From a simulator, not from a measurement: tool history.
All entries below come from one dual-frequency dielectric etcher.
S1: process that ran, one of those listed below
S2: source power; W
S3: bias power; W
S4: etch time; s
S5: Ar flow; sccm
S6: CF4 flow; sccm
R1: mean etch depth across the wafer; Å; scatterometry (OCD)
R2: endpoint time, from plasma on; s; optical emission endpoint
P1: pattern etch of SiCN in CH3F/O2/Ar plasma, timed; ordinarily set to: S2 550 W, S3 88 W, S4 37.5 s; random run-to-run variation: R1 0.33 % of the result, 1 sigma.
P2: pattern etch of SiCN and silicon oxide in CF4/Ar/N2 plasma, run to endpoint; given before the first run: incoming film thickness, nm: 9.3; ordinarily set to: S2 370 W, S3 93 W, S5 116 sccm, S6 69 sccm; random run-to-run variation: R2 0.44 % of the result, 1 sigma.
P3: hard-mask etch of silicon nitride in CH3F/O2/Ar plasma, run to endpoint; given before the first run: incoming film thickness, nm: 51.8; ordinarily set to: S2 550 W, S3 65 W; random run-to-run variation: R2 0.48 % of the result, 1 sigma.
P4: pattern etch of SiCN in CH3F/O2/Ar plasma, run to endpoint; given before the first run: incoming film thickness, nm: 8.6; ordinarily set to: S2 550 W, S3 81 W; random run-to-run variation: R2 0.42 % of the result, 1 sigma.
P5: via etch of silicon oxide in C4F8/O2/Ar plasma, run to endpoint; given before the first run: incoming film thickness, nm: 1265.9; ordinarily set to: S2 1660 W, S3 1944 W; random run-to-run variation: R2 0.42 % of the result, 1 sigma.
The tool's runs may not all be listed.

run   hour  S1    S2    S3    S4   S5  S6      R1      R2
  1    9.5  P1   550    88  37.5           174.26
  2   19.2  P1   550    88  37.5           173.96
  3   25.7  P3   550    65                         67.212
  4   36.7  P1   550    88  37.5           173.28
  5   44.5  P2   220    93        116  69          19.335
  6     58  P1   550   115  37.5           190.99
  7   68.5  P1   710    71  37.5           176.96
      69.7  -- wet clean of the chamber
  8   74.7  P1   780    88  37.5           197.06
  9   83.9  P1   430    88  37.5           158.17
 10   97.1  P1   550    88  20.5           94.578
 11  110.2  P1   550    88  37.5           172.79
 12  117.1  P1   550    54  45.5           178.21
 13  129.2  P5  2230  1944                         248.14
 14  141.6  P3   550    65                         67.795
 15  150.3  P1   550    88  37.5           173.88
 16  158.3  P5  1660  1944                         278.72
 17  169.4  P1   550   106    22           108.61
 18  183.7  P4   550   109                         17.618
 19  194.3  P5  1660  1944                         278.31
 20  203.8  P2   370    65        116  69           13.96
 21  212.8  P4   550    81                          19.53
 22  222.6  P2   370    93        116  86          11.975
 23    230  P2   370    93         69  69          11.454
 24  241.1  P1   550    88  46.5           215.01
 25  252.7  P1   550    56  37.5           147.97
 26  263.1  P4   750    81                         17.316
 27  269.5  P2   370    93        116  69          12.234
 28  279.1  P3   330    65                         82.242
 29  288.3  P3   550    84                         62.501
 30  300.4  P5  1660  2389                         264.28
 31  308.4  P1   550    88  37.5           172.45
 32  315.1  P1   550    88  37.5           172.67
 33  322.2  P1   550    88  37.5           171.27
 34    330  P1   550    88  37.5           172.69
 35  343.9  P1   550    88  37.5           172.14

Run 36, settings as shown, results not yet in. Your forecast:
 36  353.3  P1  550  88  37.5           ?

{"run 36": {"R1": 169.63}}

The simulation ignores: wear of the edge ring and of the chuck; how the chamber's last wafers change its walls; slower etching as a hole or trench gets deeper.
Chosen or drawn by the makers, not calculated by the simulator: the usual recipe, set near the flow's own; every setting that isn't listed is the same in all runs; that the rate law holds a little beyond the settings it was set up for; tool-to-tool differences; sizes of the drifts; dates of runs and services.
